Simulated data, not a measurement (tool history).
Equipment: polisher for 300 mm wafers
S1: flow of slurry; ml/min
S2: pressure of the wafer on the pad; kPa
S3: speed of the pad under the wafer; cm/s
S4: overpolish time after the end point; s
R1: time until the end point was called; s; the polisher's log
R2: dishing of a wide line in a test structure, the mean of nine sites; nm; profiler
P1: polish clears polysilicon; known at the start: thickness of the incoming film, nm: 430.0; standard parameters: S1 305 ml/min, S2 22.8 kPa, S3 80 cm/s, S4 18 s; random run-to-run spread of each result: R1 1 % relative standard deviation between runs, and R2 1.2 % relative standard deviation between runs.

run	day	S1	S2	S3	S4	R1	R2
1	0.225	305	22.8	80	18	30.991	84.611
2	0.483	185	22.8	80	18	32.978	83.631
3	0.671	305	22.8	122	18	20.741	88.639
4	0.962	305	22.8	80	36	31.086	89.184
5	1.121	305	12.4	52	18	86.79	55.705
6	1.354	305	22.8	80	6	31.139	53.692
7	1.592	305	22.8	40	18	62.238	66.21
8	1.783	305	22.8	80	18	31.492	84.341
# day 1.883: slurry nozzle cleaned
9	2.058	305	13.1	80	18	54.432	70.664
10	2.2	465	22.8	80	18	30.201	81.437
11	2.421	190	31.7	80	18	23.653	89.359
12	2.642	305	22.8	80	18	30.9	84.139
13	2.875	305	22.8	80	18	31.341	85.279
14	3.054	305	35.9	80	18	19.6	87.629
15	3.312	305	22.8	80	18	30.92	82.542
16	3.562	305	22.8	80	18	30.74	84.212
17	3.738	305	22.8	80	18	30.818	82.458
18	3.875	305	22.8	80	18	31.634	84.386
19	4.1	305	22.8	80	18	31.642	80.96
20	4.229	305	22.8	80	18	31.801	83.708
21	4.371	305	22.8	80	18	32.175	85.441
22	4.508	305	22.8	80	18	32.37	82.285
# day 4.529: head pressure recalibrated
23	4.721	305	22.8	80	18	32.402	83.029
24	4.888	305	22.8	80	18	32.222	82.959
25	5.046	305	22.8	80	18	32.294	83.169
26	5.192	305	22.8	80	18	33.172	84.198
27	5.446	305	22.8	80	18	33.243	85.154
28	5.683	305	22.8	80	18	32.638	81.906

P1 has crept away from where it was. The log is fitted equally well by each of these 2 causes, at the sizes shown:
A: removal rate lost through wear of the pad, % = 5.44
B: slurry flow missing at the pad, % = 38.9
The creep began at about day 3.738.
Each remaining cause and why it is not a fit:
head's pressure below its setpoint, %: serviced at day 4.529, which brought nothing back

Each of the check runs listed below is run on 5 wafers and reports their average, with the results left as question marks. Pick the one under which the possible causes would lead to clearly different results.
check 1	5.921	305	22.8	114	35	?	?
check 2	5.921	305	35.2	80	29	?	?
check 3	5.921	185	22.8	80	32	?	?
check 4	5.921	305	22.8	40	33	?	?

What every check run would give for each of its results, assuming each possible cause in turn:
check	result	if A	if B
check 1	R1	23.082	23.08
check 1	R2	89.819	89.819
check 2	R1	21.283	21.281
check 2	R2	89.741	89.741
check 3	R1	34.817	35.989
check 3	R2	88.671	88.487
check 4	R1	65.783	65.777
check 4	R2	81.28	81.282
Gap, in per cent, between the two causes that each check separates least, read from the result that separates them most: check 1 0.01 %; check 2 0.01 %; check 3 3.31 %; check 4 0.01 %
Only in check 3 would the causes give clearly different results; in the remaining checks their results would be nearly the same.

Check 3 was carried out, with these results: R1 35.891 s; R2 88.196 nm. Which of the listed causes is responsible?

It is B: slurry flow missing at the pad, %.
